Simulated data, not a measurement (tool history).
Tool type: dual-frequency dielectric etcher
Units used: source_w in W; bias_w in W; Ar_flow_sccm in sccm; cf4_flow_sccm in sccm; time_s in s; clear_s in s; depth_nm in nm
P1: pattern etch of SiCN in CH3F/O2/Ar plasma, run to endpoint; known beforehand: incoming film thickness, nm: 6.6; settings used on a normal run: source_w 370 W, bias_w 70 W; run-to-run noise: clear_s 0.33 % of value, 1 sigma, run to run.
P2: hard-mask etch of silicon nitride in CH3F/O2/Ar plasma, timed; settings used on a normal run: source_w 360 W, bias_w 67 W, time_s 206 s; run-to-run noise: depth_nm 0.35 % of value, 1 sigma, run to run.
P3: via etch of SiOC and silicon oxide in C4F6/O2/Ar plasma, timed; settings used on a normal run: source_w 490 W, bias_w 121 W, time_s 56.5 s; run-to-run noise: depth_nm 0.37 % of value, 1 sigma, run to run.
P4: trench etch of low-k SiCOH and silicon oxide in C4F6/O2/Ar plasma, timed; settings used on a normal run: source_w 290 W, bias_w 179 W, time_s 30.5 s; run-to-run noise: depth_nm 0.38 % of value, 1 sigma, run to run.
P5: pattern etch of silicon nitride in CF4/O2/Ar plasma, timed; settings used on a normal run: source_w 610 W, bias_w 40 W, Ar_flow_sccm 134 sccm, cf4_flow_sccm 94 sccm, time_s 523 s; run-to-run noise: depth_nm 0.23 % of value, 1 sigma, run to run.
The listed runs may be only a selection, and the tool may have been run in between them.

run,hour,process,source_w,bias_w,Ar_flow_sccm,cf4_flow_sccm,time_s,hours since the last wet clean,hours since the last source power generator calibration,hours since the last bias power generator calibration,clear_s,depth_nm
1,10.4,P1,370,70,,,,185.9,1055.6,879.4,17.749,
2,25.4,P1,370,91,,,,200.9,1070.6,894.4,16.164,
3,40.8,P5,610,40,134,94,523,216.3,1086,909.8,,1008.9
4,52,P4,290,179,,,17,227.5,1097.2,921,,46.011
5,66.2,P3,300,121,,,56.5,241.7,1111.4,935.2,,50.684
6,77.1,P1,300,56,,,,252.6,1122.3,946.1,20.756,
7,89,P1,370,44,,,,264.5,1134.2,958,20.756,
8,105,P2,360,67,,,155,280.5,1150.2,974,,102.48
9,114.8,P5,610,29,134,94,523,290.3,1160,983.8,,899.12
# hour 124.5: wet clean of the chamber
10,131.6,P4,290,179,,,30.5,7.2,1176.8,1000.6,,83.008
11,140.1,P5,610,40,91,94,523,15.7,1185.3,1009.1,,1069.5
# hour 148: source power generator calibrated
12,157.9,P4,290,239,,,30.5,33.5,9.9,1026.9,,90.969
13,176,P2,360,67,,,206,51.6,28,1045,,135.79
14,185.5,P3,490,121,,,39,61.1,37.5,1054.5,,42.27
15,202,P1,460,45,,,,77.6,54,1071,18.973,
16,210.6,P1,370,70,,,,86.2,62.6,1079.6,17.695,
17,219.2,P1,270,70,,,,94.8,71.2,1088.2,19.875,
18,236.8,P1,370,70,,,,112.4,88.8,1105.8,17.959,
19,250.1,P2,360,67,,,206,125.7,102.1,1119.1,,135.86
20,260,P3,490,98,,,56.5,135.6,112,1129,,58.101
21,268.4,P5,740,40,134,94,523,144,120.4,1137.4,,1196.7
22,281.7,P5,610,40,134,94,287.5,157.3,133.7,1150.7,,555.16
23,295.6,P3,490,121,,,56.5,171.2,147.6,1164.6,,61.514
24,312.9,P4,230,179,,,30.5,188.5,164.9,1181.9,,75.715
25,328.8,P2,290,67,,,206,204.4,180.8,1197.8,,125.17
26,339.8,P1,460,70,,,,215.4,191.8,1208.8,16.324,
27,348.3,P1,370,70,,,,223.9,200.3,1217.3,17.823,
28,364.3,P4,290,179,,,30.5,239.9,216.3,1233.3,,83.859
29,383,P5,610,40,134,112,523,258.6,235,1252,,1037.1
30,399.6,P2,360,92,,,206,275.2,251.6,1268.6,,152.45
31,412.4,P1,370,70,,,,288,264.4,1281.4,17.881,
32,420.8,P1,370,70,,,,296.4,272.8,1289.8,17.639,
33,431.3,P1,370,70,,,,306.9,283.3,1300.3,17.59,
34,448.4,P1,370,70,,,,324,300.4,1317.4,17.514,
35,459.3,P1,370,70,,,,334.9,311.3,1328.3,17.488,
# hour 460.9: wet clean of the chamber
36,473.6,P1,370,70,,,,12.8,325.6,1342.6,17.515,
37,483.7,P1,370,70,,,,22.9,335.7,1352.7,17.449,

What P1 gives has crept away from where it was. These 2 causes fit the log equally well, each at the size given:
A: source power that arrives over what is set, % = 4.49
B: bias power that arrives over what is set, % = 4.76
Onset of the creep was near hour 412.4.
Other possible causes, and why each is ruled out:
chamber walls in a state that raises the etch rate, %: work on it at hour 460.9, done after the drift set in, did not restore what the process gave before

Listed below are the offered check runs, one wafer per run, with question marks in place of results. For which of them would the causes give clearly different outcomes?
check 1,493.8,P5,610,40,134,94,523,,,,,?
check 2,493.8,P4,290,179,,,30.5,,,,,?
check 3,493.8,P2,360,67,,,206,,,,,?
check 4,493.8,P3,490,121,,,56.5,,,,,?

Expected result of each check under each candidate cause:
check,result,if A,if B
check 1,depth_nm,1050.8,1028.9
check 2,depth_nm,84.636,84.474
check 3,depth_nm,138.19,138.08
check 4,depth_nm,62.531,62.28
Per-check spread between the two closest causes, in the result where they differ most: check 1 2.11 %; check 2 0.19 %; check 3 0.08 %; check 4 0.4 %
The causes can be told apart only by check 1. The other checks would give nearly the same results under each of them.

Running check 1 produced the following: depth_nm 1030.5 nm. Which one of the listed causes fits?

B is the cause: bias power that arrives over what is set, %.
